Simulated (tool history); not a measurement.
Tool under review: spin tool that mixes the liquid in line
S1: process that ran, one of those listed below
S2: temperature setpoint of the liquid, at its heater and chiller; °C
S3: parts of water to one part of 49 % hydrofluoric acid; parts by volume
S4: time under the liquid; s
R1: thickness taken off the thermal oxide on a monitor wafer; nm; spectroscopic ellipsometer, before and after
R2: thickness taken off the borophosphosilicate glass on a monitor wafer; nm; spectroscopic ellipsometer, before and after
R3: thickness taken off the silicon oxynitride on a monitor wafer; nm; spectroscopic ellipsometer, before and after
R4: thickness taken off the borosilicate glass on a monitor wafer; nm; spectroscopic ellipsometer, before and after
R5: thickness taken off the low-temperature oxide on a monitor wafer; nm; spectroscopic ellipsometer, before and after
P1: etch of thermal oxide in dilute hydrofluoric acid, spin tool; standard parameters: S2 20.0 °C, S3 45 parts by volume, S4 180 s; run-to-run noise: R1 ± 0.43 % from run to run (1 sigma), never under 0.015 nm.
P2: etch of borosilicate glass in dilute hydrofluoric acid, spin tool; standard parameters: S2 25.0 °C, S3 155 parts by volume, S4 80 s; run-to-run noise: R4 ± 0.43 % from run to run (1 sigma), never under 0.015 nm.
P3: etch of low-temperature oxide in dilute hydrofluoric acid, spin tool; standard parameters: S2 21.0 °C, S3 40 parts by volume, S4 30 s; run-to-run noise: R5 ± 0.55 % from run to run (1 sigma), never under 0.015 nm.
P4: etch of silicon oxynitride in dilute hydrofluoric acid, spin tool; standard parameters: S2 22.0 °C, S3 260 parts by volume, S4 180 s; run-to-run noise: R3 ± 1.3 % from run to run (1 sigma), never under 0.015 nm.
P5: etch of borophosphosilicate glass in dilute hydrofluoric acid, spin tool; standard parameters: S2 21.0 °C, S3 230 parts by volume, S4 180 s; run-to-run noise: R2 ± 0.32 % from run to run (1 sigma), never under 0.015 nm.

run	day	S1	S2	S3	S4	R1	R2	R3	R4	R5
1	0.338	P1	20.0	45	180	16.8720				
2	0.671	P5	21.0	230	15		2.1005			
3	1.046	P1	20.0	45	180	16.7450				
4	1.333	P4	22.0	260	15			0.15792		
5	1.638	P2	25.0	35	80				111.720	
6	2.083	P4	22.0	130	180			4.13170		
7	2.621	P1	20.0	45	330	30.7830				
8	2.908	P1	17.0	45	180	14.6310				
9	3.283	P1	20.0	20	180	38.6270				
10	3.750	P2	25.0	155	80				21.744	
11	4.054	P1	17.0	20	180	34.1680				
12	4.342	P1	20.0	45	40	3.7320				
13	4.750	P2	19.5	155	80				17.535	
14	5.071	P2	25.0	155	155				42.169	
15	5.338	P3	21.0	20	30					30.180
16	5.812	P1	20.0	45	180	16.6450				
17	6.346	P4	22.0	260	180			1.81960		
18	6.692	P1	20.0	65	55	3.4735				
19	7.008	P4	17.0	260	180			1.50890		
20	7.450	P5	21.0	360	180		14.2210			
21	7.788	P1	17.0	20	180	34.0220				
22	8.333	P1	20.0	45	180	16.6620				
23	8.729	P1	20.0	45	180	16.7260				
24	9.079	P3	28.0	40	30					19.400
25	9.538	P3	21.0	40	30					14.597
26	9.900	P3	21.0	40	15					7.296
27	10.433	P1	20.0	45	180	16.8390				
28	10.704	P1	20.0	65	180	11.2400				
29	10.992	P5	26.0	230	180		30.2020			
30	11.262	P5	21.0	230	180		25.2330			
31	11.762	P1	24.0	45	180	19.7850				
32	12.183	P1	20.0	45	180	16.7080				
33	12.517	P1	20.0	45	180	16.0620				
34	12.954	P1	20.0	45	180	15.4670				
35	13.404	P1	20.0	45	180	15.3050				
36	13.804	P1	20.0	45	180	15.1130				
37	14.112	P1	20.0	45	180	15.0930				
38	14.550	P1	20.0	45	180	15.2270				
39	14.883	P1	20.0	45	180	15.1040				

Compared with where it was, what P1 gives has crept away. Each cause listed below fits the log as well as the rest, at the size given for it:
A: hydrofluoric acid flow below the setpoint (%) = 9.45
B: liquid colder than its thermometer reads (K) = 2.44
Creep in the process output first set in at about day 12.183.

4 check runs are offered, each on 5 wafers whose results are averaged, their results left as question marks. Which one tells the causes apart?
check 1	15.217	P3	27.0	40	15					?
check 2	15.217	P4	22.0	180	115			?		
check 3	15.217	P2	20.0	60	80				?	
check 4	15.217	P5	21.0	355	20		?			

What each check would give under each cause:
check	result	if A	if B
check 1	R5	8.4133	8.4582
check 2	R3	1.61050	1.60890
check 3	R4	46.242	46.367
check 4	R2	1.4131	1.4772
Per-check spread between the two closest causes, in the result where they differ most: check 1 0.53 %; check 2 0.1 %; check 3 0.27 %; check 4 4.43 %
Only in check 4 would the causes give clearly different results; in the remaining checks their results would be nearly the same.

The results of check 4 are: R2 1.4153 nm. Based on these, which of the listed causes is it?

The cause is A: hydrofluoric acid flow below the setpoint (%).

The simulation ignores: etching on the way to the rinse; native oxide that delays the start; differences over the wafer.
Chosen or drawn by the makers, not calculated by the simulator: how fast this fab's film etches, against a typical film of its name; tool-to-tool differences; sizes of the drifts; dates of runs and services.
